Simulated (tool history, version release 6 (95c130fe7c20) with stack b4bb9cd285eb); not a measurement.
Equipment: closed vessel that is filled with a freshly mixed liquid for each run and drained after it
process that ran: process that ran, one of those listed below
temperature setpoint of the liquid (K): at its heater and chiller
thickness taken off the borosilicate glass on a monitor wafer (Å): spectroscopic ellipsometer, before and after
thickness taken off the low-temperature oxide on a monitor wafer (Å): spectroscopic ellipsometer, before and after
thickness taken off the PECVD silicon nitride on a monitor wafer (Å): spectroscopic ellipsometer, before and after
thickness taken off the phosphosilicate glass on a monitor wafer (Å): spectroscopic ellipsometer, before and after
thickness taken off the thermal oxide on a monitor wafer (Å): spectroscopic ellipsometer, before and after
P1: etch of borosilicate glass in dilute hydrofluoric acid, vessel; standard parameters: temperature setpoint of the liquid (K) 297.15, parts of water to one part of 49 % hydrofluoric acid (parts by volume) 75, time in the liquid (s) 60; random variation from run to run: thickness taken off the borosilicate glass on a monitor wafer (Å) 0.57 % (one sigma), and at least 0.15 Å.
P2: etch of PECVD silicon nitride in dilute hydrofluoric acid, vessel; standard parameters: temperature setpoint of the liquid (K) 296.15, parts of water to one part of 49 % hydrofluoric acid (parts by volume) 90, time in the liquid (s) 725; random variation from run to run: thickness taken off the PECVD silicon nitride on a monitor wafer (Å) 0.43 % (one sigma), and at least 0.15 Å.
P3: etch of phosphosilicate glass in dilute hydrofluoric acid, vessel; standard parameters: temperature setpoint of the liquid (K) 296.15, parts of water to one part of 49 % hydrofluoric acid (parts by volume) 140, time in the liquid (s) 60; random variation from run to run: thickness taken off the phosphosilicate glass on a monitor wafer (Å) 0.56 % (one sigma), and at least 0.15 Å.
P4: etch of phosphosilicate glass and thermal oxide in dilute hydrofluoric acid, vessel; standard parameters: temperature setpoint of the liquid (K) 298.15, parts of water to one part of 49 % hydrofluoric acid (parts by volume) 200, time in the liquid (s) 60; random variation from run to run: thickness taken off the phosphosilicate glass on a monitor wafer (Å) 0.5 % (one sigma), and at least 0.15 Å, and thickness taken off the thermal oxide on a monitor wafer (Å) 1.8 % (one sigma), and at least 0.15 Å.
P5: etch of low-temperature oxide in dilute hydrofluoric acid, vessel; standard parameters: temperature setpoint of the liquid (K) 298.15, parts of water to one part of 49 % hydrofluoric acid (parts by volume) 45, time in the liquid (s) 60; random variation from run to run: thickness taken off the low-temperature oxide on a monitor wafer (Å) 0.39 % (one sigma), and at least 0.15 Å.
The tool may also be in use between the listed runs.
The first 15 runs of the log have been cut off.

run    day  process that ran  temperature setpoint of the liquid (K)  parts of water to one part of 49 % hydrofluoric acid (parts by volume)  time in the liquid (s)  hours since the thermometer was replaced  hours since the hydrofluoric acid flow meter was replaced  thickness taken off the borosilicate glass on a monitor wafer (Å)  thickness taken off the low-temperature oxide on a monitor wafer (Å)  thickness taken off the PECVD silicon nitride on a monitor wafer (Å)  thickness taken off the phosphosilicate glass on a monitor wafer (Å)  thickness taken off the thermal oxide on a monitor wafer (Å)
 16  3.254                P4                                  290.15                                                                     200                      60                                        20                                                      371.6                                                                                                                                                                                                                                                                               343.15                                                        9.1121
 17  3.525                P1                                  297.15                                                                      75                      60                                      26.5                                                      378.1                                                             258.88
 18  3.796                P5                                  291.15                                                                      45                      60                                        33                                                      384.6                                                                                                                                   258.97
 19      4                P2                                  291.15                                                                      90                     725                                      37.9                                                      389.5                                                                                                                                                                                                         304.56
 20  4.258                P1                                  297.15                                                                      75                     110                                      44.1                                                      395.7                                                             483.09
 21  4.421                P3                                  290.15                                                                     140                      60                                        48                                                      399.6                                                                                                                                                                                                                                                                               226.03
 22  4.671                P4                                  298.15                                                                     200                      35                                        54                                                      405.6                                                                                                                                                                                                                                                                               271.58                                                        7.3527
 23  4.846                P1                                  297.15                                                                      75                      60                                      58.2                                                      409.8                                                             259.07
 24  5.017                P1                                  297.15                                                                      75                      30                                      62.3                                                      413.9                                                             131.15
 25  5.217                P1                                  297.15                                                                      75                      60                                      67.1                                                      418.7                                                             259.66
 26  5.475                P5                                  298.15                                                                      20                      60                                      73.3                                                      424.9                                                                                                                                   810.76
 27  5.692                P1                                  297.15                                                                      75                      60                                      78.5                                                      430.1                                                             262.04
 28  5.929                P1                                  302.65                                                                      75                     115                                      84.2                                                      435.8                                                              616.2
 29  6.142                P1                                  297.15                                                                     140                      60                                      89.3                                                      440.9                                                             128.94
 30  6.325                P5                                  298.15                                                                      45                      30                                      93.7                                                      445.3                                                                                                                                   173.85
 31  6.483                P1                                  297.15                                                                      75                      60                                      97.5                                                      449.1                                                             260.34
 32  6.725                P1                                  297.15                                                                      75                      60                                     103.3                                                      454.9                                                             254.95
 33  6.917                P1                                  297.15                                                                      75                      60                                     107.9                                                      459.5                                                             251.37
 34  7.088                P1                                  297.15                                                                      75                      60                                       112                                                      463.6                                                             247.24
 35  7.212                P1                                  297.15                                                                      75                      60                                       115                                                      466.6                                                             247.52
 36  7.438                P1                                  297.15                                                                      75                      60                                     120.4                                                        472                                                             246.84

Estimate the outcome of run 37 from the log above:
 37  7.65                P1                                  297.15                                                                      75                      60                                     125.5                                                      477.1                                                                  ?

thickness taken off the borosilicate glass on a monitor wafer (Å): 243.77
